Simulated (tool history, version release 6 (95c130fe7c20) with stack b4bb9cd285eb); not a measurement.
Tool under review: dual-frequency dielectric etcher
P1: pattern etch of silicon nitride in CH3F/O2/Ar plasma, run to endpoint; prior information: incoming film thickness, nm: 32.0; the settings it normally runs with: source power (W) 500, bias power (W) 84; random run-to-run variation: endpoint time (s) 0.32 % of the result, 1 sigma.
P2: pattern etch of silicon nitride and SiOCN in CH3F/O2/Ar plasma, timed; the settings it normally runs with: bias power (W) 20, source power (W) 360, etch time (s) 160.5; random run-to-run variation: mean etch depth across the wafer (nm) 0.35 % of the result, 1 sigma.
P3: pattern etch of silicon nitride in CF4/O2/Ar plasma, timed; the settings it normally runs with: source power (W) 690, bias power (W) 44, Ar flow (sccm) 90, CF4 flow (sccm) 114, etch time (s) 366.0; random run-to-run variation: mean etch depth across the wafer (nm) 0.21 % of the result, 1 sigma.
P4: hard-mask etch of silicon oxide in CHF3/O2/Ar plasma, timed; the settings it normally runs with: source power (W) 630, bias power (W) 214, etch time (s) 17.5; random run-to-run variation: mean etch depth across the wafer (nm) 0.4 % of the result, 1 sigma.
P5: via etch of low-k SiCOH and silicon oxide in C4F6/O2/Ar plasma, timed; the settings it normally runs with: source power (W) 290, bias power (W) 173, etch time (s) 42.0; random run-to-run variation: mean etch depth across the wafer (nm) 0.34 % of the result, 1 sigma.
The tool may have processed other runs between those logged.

| run | hour | process that ran | source power (W) | bias power (W) | Ar flow (sccm) | CF4 flow (sccm) | etch time (s) | endpoint time (s) | mean etch depth across the wafer (nm) |
|---|---|---|---|---|---|---|---|---|---|
| 1 | 3.3 | P1 | 500 | 84 |  |  |  | 37.508 |  |
| 2 | 9.1 | P3 | 690 | 44 | 90 | 114 | 366.0 |  | 855.530 |
| 3 | 13.0 | P1 | 670 | 84 |  |  |  | 33.591 |  |
| 4 | 18.7 | P3 | 820 | 44 | 90 | 114 | 366.0 |  | 994.740 |
| 5 | 23.2 | P3 | 690 | 44 | 90 | 114 | 201.5 |  | 472.690 |
|  | 25.1 | bias power generator calibrated |
| 6 | 26.3 | P4 | 470 | 214 |  |  | 17.5 |  | 33.047 |
| 7 | 29.2 | P5 | 290 | 173 |  |  | 42.0 |  | 95.280 |
| 8 | 32.7 | P3 | 690 | 44 | 90 | 72 | 366.0 |  | 807.170 |
| 9 | 37.3 | P5 | 350 | 173 |  |  | 42.0 |  | 102.050 |
| 10 | 42.4 | P1 | 320 | 99 |  |  |  | 42.106 |  |
| 11 | 45.7 | P2 | 360 | 20 |  |  | 160.5 |  | 19.820 |
| 12 | 49.6 | P1 | 500 | 84 |  |  |  | 37.528 |  |
| 13 | 55.6 | P2 | 360 | 20 |  |  | 160.5 |  | 19.765 |
| 14 | 62.2 | P1 | 500 | 84 |  |  |  | 37.636 |  |
| 15 | 66.8 | P5 | 290 | 233 |  |  | 42.0 |  | 105.210 |
| 16 | 72.3 | P1 | 500 | 84 |  |  |  | 37.724 |  |
| 17 | 75.9 | P4 | 630 | 172 |  |  | 17.5 |  | 34.102 |
| 18 | 81.8 | P2 | 360 | 27 |  |  | 160.5 |  | 22.677 |
| 19 | 86.2 | P1 | 500 | 100 |  |  |  | 35.256 |  |
| 20 | 89.2 | P1 | 410 | 84 |  |  |  | 40.741 |  |
| 21 | 92.4 | P3 | 690 | 44 | 124 | 114 | 366.0 |  | 821.630 |
| 22 | 97.0 | P2 | 430 | 20 |  |  | 160.5 |  | 21.063 |
| 23 | 100.6 | P4 | 630 | 214 |  |  | 11.0 |  | 23.142 |
| 24 | 106.1 | P3 | 690 | 26 | 90 | 114 | 366.0 |  | 722.370 |
| 25 | 109.5 | P4 | 630 | 214 |  |  | 17.5 |  | 36.932 |
| 26 | 115.4 | P5 | 290 | 173 |  |  | 23.0 |  | 52.357 |
|  | 120.1 | source power generator calibrated |
| 27 | 121.5 | P1 | 500 | 84 |  |  |  | 37.530 |  |
| 28 | 126.1 | P4 | 630 | 214 |  |  | 17.5 |  | 36.819 |
| 29 | 129.6 | P1 | 500 | 53 |  |  |  | 43.549 |  |
| 30 | 134.5 | P3 | 690 | 44 | 90 | 114 | 366.0 |  | 858.500 |
| 31 | 140.3 | P2 | 360 | 20 |  |  | 222.0 |  | 27.334 |
| 32 | 143.8 | P1 | 500 | 84 |  |  |  | 37.582 |  |
| 33 | 149.3 | P1 | 500 | 84 |  |  |  | 37.430 |  |
| 34 | 153.5 | P1 | 500 | 84 |  |  |  | 37.255 |  |
| 35 | 160.1 | P1 | 500 | 84 |  |  |  | 36.986 |  |
| 36 | 163.3 | P1 | 500 | 84 |  |  |  | 36.968 |  |
| 37 | 167.1 | P1 | 500 | 84 |  |  |  | 37.107 |  |
| 38 | 172.4 | P1 | 500 | 84 |  |  |  | 36.936 |  |
| 39 | 177.4 | P1 | 500 | 84 |  |  |  | 37.079 |  |
| 40 | 181.1 | P1 | 500 | 84 |  |  |  | 37.066 |  |
|  | 181.3 | wet clean of the chamber |
| 41 | 187.1 | P1 | 500 | 84 |  |  |  | 37.069 |  |
| 42 | 193.4 | P1 | 500 | 84 |  |  |  | 37.012 |  |
| 43 | 199.6 | P1 | 500 | 84 |  |  |  | 36.899 |  |

Something has made what P1 gives creep away from where it was; the 2 causes below, each at its own stated size, fit the log equally well:
A: bias power that arrives over what is set, % = 4.74
B: source power that arrives over what is set, % = 4.39
The gradual shift began around hour 143.8.
Every other cause this tool's parts could produce, and why it does not fit the log:
chamber walls in a state that raises the etch rate, %: serviced at hour 181.3, which brought nothing back

4 check runs are offered, one wafer each, their results left as question marks. Which one tells the causes apart?
| check 1 | 205.8 | P5 | 290 | 173 |  |  | 42.0 |  | ? |
| check 2 | 205.8 | P3 | 690 | 44 | 90 | 114 | 366.0 |  | ? |
| check 3 | 205.8 | P2 | 360 | 20 |  |  | 160.5 |  | ? |
| check 4 | 205.8 | P4 | 630 | 214 |  |  | 17.5 |  | ? |

What each check would give under each cause:
| check | result | if A | if B |
|---|---|---|---|
| check 1 | mean etch depth across the wafer (nm) | 96.706 | 96.874 |
| check 2 | mean etch depth across the wafer (nm) | 870.290 | 889.510 |
| check 3 | mean etch depth across the wafer (nm) | 20.193 | 20.083 |
| check 4 | mean etch depth across the wafer (nm) | 37.419 | 37.426 |
Gap, in per cent, between the two causes that each check separates least, read from the result that separates them most: check 1 0.17 %; check 2 2.18 %; check 3 0.55 %; check 4 0.02 %
The causes can be told apart only by check 2. The other checks would give nearly the same results under each of them.

Here is what check 2 returned: mean etch depth across the wafer (nm) 891.560. Which cause is it?

B is the cause: source power that arrives over what is set, %.
